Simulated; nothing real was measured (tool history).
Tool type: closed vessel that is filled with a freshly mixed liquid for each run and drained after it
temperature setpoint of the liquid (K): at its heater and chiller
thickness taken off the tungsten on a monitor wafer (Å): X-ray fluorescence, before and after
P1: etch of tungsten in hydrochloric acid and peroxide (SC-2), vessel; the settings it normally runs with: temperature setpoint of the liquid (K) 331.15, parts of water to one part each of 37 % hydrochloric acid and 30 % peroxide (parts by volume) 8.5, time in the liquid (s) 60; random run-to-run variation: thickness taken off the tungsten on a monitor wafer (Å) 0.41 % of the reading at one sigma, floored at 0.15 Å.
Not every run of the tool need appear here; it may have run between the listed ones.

run   hour  temperature setpoint of the liquid (K)  parts of water to one part each of 37 % hydrochloric acid and 30 % peroxide (parts by volume)  time in the liquid (s)  hours since the thermometer was replaced  hours since the chemicals flow meter was replaced  hours since the drum of peroxide was connected  thickness taken off the tungsten on a monitor wafer (Å)
  1   14.7                                  331.15                                                                                            8.5                      60                                    1534.3                                              396.3                                             570                                                   286.77
  2   25.1                                  331.15                                                                                            8.5                      60                                    1544.7                                              406.7                                           580.4                                                   286.12
  3   42.9                                  318.65                                                                                            8.5                      30                                    1562.5                                              424.5                                           598.2                                                   63.298
  4   60.9                                  331.15                                                                                            8.5                     115                                    1580.5                                              442.5                                           616.2                                                   546.37
  5   69.8                                  331.15                                                                                            8.5                      60                                    1589.4                                              451.4                                           625.1                                                   288.25
  6   88.8                                  331.15                                                                                            8.5                      60                                    1608.4                                              470.4                                           644.1                                                   288.89
  7  103.7                                  331.15                                                                                              4                      60                                    1623.3                                              485.3                                             659                                                   500.11
  8  119.1                                  343.65                                                                                            8.5                      60                                    1638.7                                              500.7                                           674.4                                                   618.89
  9  136.6                                  331.15                                                                                            8.5                      60                                    1656.2                                              518.2                                           691.9                                                   287.61
 10  155.4                                  331.15                                                                                            8.5                      60                                      1675                                                537                                           710.7                                                   287.34
     158.9  -- thermometer replaced
 11  172.6                                  331.15                                                                                             12                      60                                      13.8                                              554.2                                           727.9                                                   215.82
 12  186.5                                  315.15                                                                                            8.5                      60                                      27.7                                              568.1                                           741.8                                                   98.601
 13    199                                  331.15                                                                                            8.5                      30                                      40.2                                              580.6                                           754.3                                                   143.42
 14  208.8                                  331.15                                                                                            8.5                      60                                        50                                              590.4                                           764.1                                                   287.32
 15    220                                  331.15                                                                                            8.5                      60                                      61.2                                              601.6                                           775.3                                                   280.27
 16  236.5                                  331.15                                                                                            8.5                      60                                      77.7                                              618.1                                           791.8                                                   275.92

Estimate the outcome of run 17 from the log above:
 17   253                                  331.15                                                                                            8.5                      60                                      94.2                                              634.6                                           808.3                                                        ?

thickness taken off the tungsten on a monitor wafer (Å): 270.73
